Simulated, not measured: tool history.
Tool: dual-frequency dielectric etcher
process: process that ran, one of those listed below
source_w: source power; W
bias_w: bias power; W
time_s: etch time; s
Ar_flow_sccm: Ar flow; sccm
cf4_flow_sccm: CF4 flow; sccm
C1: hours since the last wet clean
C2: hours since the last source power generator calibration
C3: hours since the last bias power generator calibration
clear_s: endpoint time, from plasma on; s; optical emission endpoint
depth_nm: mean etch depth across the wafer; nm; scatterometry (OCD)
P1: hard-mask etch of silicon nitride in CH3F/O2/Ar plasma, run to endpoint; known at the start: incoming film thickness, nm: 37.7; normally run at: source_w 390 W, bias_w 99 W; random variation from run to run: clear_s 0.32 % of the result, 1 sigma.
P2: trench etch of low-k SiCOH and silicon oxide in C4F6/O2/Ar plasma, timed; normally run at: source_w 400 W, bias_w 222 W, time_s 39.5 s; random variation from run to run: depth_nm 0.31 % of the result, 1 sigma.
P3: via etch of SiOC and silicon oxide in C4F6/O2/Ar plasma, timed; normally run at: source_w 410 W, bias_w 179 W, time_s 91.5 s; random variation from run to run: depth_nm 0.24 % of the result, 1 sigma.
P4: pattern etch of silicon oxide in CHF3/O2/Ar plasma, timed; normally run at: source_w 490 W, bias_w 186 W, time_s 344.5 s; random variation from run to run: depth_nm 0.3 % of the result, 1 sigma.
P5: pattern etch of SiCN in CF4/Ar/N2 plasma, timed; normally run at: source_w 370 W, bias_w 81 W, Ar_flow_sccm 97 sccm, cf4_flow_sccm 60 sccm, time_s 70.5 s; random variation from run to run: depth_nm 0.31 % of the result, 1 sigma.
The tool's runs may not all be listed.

run 1 hour=12.7 | process=P1 source_w=390 bias_w=99 | C1=154.4 C2=2739.0 C3=1332.5 | clear_s=49.159
run 2 hour=22.8 | process=P3 source_w=410 bias_w=234 time_s=91.5 | C1=164.5 C2=2749.1 C3=1342.6 | depth_nm=115.130
run 3 hour=34.1 | process=P5 source_w=370 bias_w=81 time_s=70.5 Ar_flow_sccm=119 cf4_flow_sccm=60 | C1=175.8 C2=2760.4 C3=1353.9 | depth_nm=50.187
run 4 hour=43.3 | process=P2 source_w=400 bias_w=222 time_s=39.5 | C1=185.0 C2=2769.6 C3=1363.1 | depth_nm=135.340
run 5 hour=54.0 | process=P3 source_w=240 bias_w=179 time_s=91.5 | C1=195.7 C2=2780.3 C3=1373.8 | depth_nm=85.829
run 6 hour=61.2 | process=P5 source_w=370 bias_w=50 time_s=70.5 Ar_flow_sccm=97 cf4_flow_sccm=60 | C1=202.9 C2=2787.5 C3=1381.0 | depth_nm=43.809
run 7 hour=71.8 | process=P5 source_w=370 bias_w=81 time_s=70.5 Ar_flow_sccm=97 cf4_flow_sccm=60 | C1=213.5 C2=2798.1 C3=1391.6 | depth_nm=51.852
run 8 hour=80.1 | process=P4 source_w=310 bias_w=186 time_s=344.5 | C1=221.8 C2=2806.4 C3=1399.9 | depth_nm=544.740
run 9 hour=88.4 | process=P4 source_w=490 bias_w=145 time_s=344.5 | C1=230.1 C2=2814.7 C3=1408.2 | depth_nm=595.970
run 10 hour=100.7 | process=P1 source_w=390 bias_w=99 | C1=242.4 C2=2827.0 C3=1420.5 | clear_s=49.062
run 11 hour=106.8 | process=P3 source_w=410 bias_w=179 time_s=114.0 | C1=248.5 C2=2833.1 C3=1426.6 | depth_nm=131.080
run 12 hour=118.0 | process=P5 source_w=510 bias_w=81 time_s=70.5 Ar_flow_sccm=97 cf4_flow_sccm=60 | C1=259.7 C2=2844.3 C3=1437.8 | depth_nm=68.089
run 13 hour=127.7 | process=P5 source_w=370 bias_w=81 time_s=105.5 Ar_flow_sccm=97 cf4_flow_sccm=60 | C1=269.4 C2=2854.0 C3=1447.5 | depth_nm=77.824
run 14 hour=140.1 | process=P2 source_w=320 bias_w=222 time_s=39.5 | C1=281.8 C2=2866.4 C3=1459.9 | depth_nm=123.150
run 15 hour=150.7 | process=P1 source_w=390 bias_w=99 | C1=292.4 C2=2877.0 C3=1470.5 | clear_s=48.989
run 16 hour=162.6 | process=P5 source_w=370 bias_w=81 time_s=70.5 Ar_flow_sccm=97 cf4_flow_sccm=40 | C1=304.3 C2=2888.9 C3=1482.4 | depth_nm=48.628
run 17 hour=172.0 | process=P3 source_w=410 bias_w=179 time_s=91.5 | C1=313.7 C2=2898.3 C3=1491.8 | depth_nm=105.010
run 18 hour=183.7 | process=P1 source_w=390 bias_w=60 | C1=325.4 C2=2910.0 C3=1503.5 | clear_s=58.586
run 19 hour=196.7 | process=P1 source_w=390 bias_w=140 | C1=338.4 C2=2923.0 C3=1516.5 | clear_s=43.048
run 20 hour=209.3 | process=P1 source_w=390 bias_w=99 | C1=351.0 C2=2935.6 C3=1529.1 | clear_s=49.099
run 21 hour=221.8 | process=P2 source_w=400 bias_w=138 time_s=39.5 | C1=363.5 C2=2948.1 C3=1541.6 | depth_nm=115.910
run 22 hour=233.3 | process=P1 source_w=390 bias_w=99 | C1=375.0 C2=2959.6 C3=1553.1 | clear_s=49.304
run 23 hour=246.4 | process=P1 source_w=470 bias_w=99 | C1=388.1 C2=2972.7 C3=1566.2 | clear_s=45.485
run 24 hour=259.2 | process=P2 source_w=400 bias_w=222 time_s=54.0 | C1=400.9 C2=2985.5 C3=1579.0 | depth_nm=184.270
run 25 hour=270.4 | process=P4 source_w=490 bias_w=186 time_s=344.5 | C1=412.1 C2=2996.7 C3=1590.2 | depth_nm=644.640
run 26 hour=277.7 | process=P1 source_w=280 bias_w=99 | C1=419.4 C2=3004.0 C3=1597.5 | clear_s=55.523
run 27 hour=286.4 | process=P1 source_w=470 bias_w=69 | C1=428.1 C2=3012.7 C3=1606.2 | clear_s=52.041
run 28 hour=297.1 | process=P1 source_w=460 bias_w=66 | C1=438.8 C2=3023.4 C3=1616.9 | clear_s=53.093
run 29 hour=310.3 | process=P2 source_w=400 bias_w=222 time_s=39.5 | C1=452.0 C2=3036.6 C3=1630.1 | depth_nm=134.920
run 30 hour=320.2 | process=P4 source_w=490 bias_w=186 time_s=481.0 | C1=461.9 C2=3046.5 C3=1640.0 | depth_nm=903.690
run 31 hour=333.2 | process=P1 source_w=490 bias_w=64 | C1=474.9 C2=3059.5 C3=1653.0 | clear_s=52.516
run 32 hour=342.0 | process=P1 source_w=390 bias_w=99 | C1=483.7 C2=3068.3 C3=1661.8 | clear_s=48.986
run 33 hour=348.3 | process=P1 source_w=390 bias_w=99 | C1=490.0 C2=3074.6 C3=1668.1 | clear_s=49.383
run 34 hour=354.8 | process=P1 source_w=390 bias_w=99 | C1=496.5 C2=3081.1 C3=1674.6 | clear_s=49.300
run 35 hour=363.6 | process=P1 source_w=390 bias_w=99 | C1=505.3 C2=3089.9 C3=1683.4 | clear_s=49.477
run 36 hour=371.3 | process=P1 source_w=390 bias_w=99 | C1=513.0 C2=3097.6 C3=1691.1 | clear_s=49.793
run 37 hour=383.6 | process=P1 source_w=390 bias_w=99 | C1=525.3 C2=3109.9 C3=1703.4 | clear_s=49.912
run 38 hour=394.9 | process=P1 source_w=390 bias_w=99 | C1=536.6 C2=3121.2 C3=1714.7 | clear_s=49.834
-- hour=398.3 wet clean of the chamber
run 39 hour=401.3 | process=P1 source_w=390 bias_w=99 | C1=3.0 C2=3127.6 C3=1721.1 | clear_s=50.020
run 40 hour=412.0 | process=P1 source_w=390 bias_w=99 | C1=13.7 C2=3138.3 C3=1731.8 | clear_s=49.963
run 41 hour=422.5 | process=P1 source_w=390 bias_w=99 | C1=24.2 C2=3148.8 C3=1742.3 | clear_s=49.916
run 42 hour=429.2 | process=P1 source_w=390 bias_w=99 | C1=30.9 C2=3155.5 C3=1749.0 | clear_s=50.066
run 43 hour=441.3 | process=P1 source_w=390 bias_w=99 | C1=43.0 C2=3167.6 C3=1761.1 | clear_s=50.000

What P1 gives has crept away from where it was. These 2 causes fit the log equally well, each at the size given:
A: source power that arrives under what is set, % = 4.81
B: bias power that arrives under what is set, % = 4.9
The creep began at about hour 342.0.
Why every other cause is out:
chamber walls in a state that lowers the etch rate, %: serviced at hour 398.3, which brought nothing back

4 check runs are offered, one wafer each, their results left as question marks. Which one tells the causes apart?
run check 1 hour=453.4 | process=P4 source_w=490 bias_w=186 time_s=344.5 | depth_nm=?
run check 2 hour=453.4 | process=P3 source_w=410 bias_w=179 time_s=91.5 | depth_nm=?
run check 3 hour=453.4 | process=P5 source_w=370 bias_w=81 time_s=70.5 Ar_flow_sccm=97 cf4_flow_sccm=60 | depth_nm=?
run check 4 hour=453.4 | process=P2 source_w=400 bias_w=222 time_s=39.5 | depth_nm=?

What each check would give under each cause:
check=check_1 result=depth_nm if_A=636.450 if_B=637.450
check=check_2 result=depth_nm if_A=103.530 if_B=103.850
check=check_3 result=depth_nm if_A=49.581 if_B=50.819
check=check_4 result=depth_nm if_A=132.150 if_B=132.480
How far apart the two closest causes lie, in the result that separates them most: check 1 0.16 %; check 2 0.31 %; check 3 2.47 %; check 4 0.25 %
Check 3 tells the causes apart: in the others they would give nearly the same result.

Check 3 was then run and gave: depth_nm 50.812 nm. Which cause is it?

It is B: bias power that arrives under what is set, %.

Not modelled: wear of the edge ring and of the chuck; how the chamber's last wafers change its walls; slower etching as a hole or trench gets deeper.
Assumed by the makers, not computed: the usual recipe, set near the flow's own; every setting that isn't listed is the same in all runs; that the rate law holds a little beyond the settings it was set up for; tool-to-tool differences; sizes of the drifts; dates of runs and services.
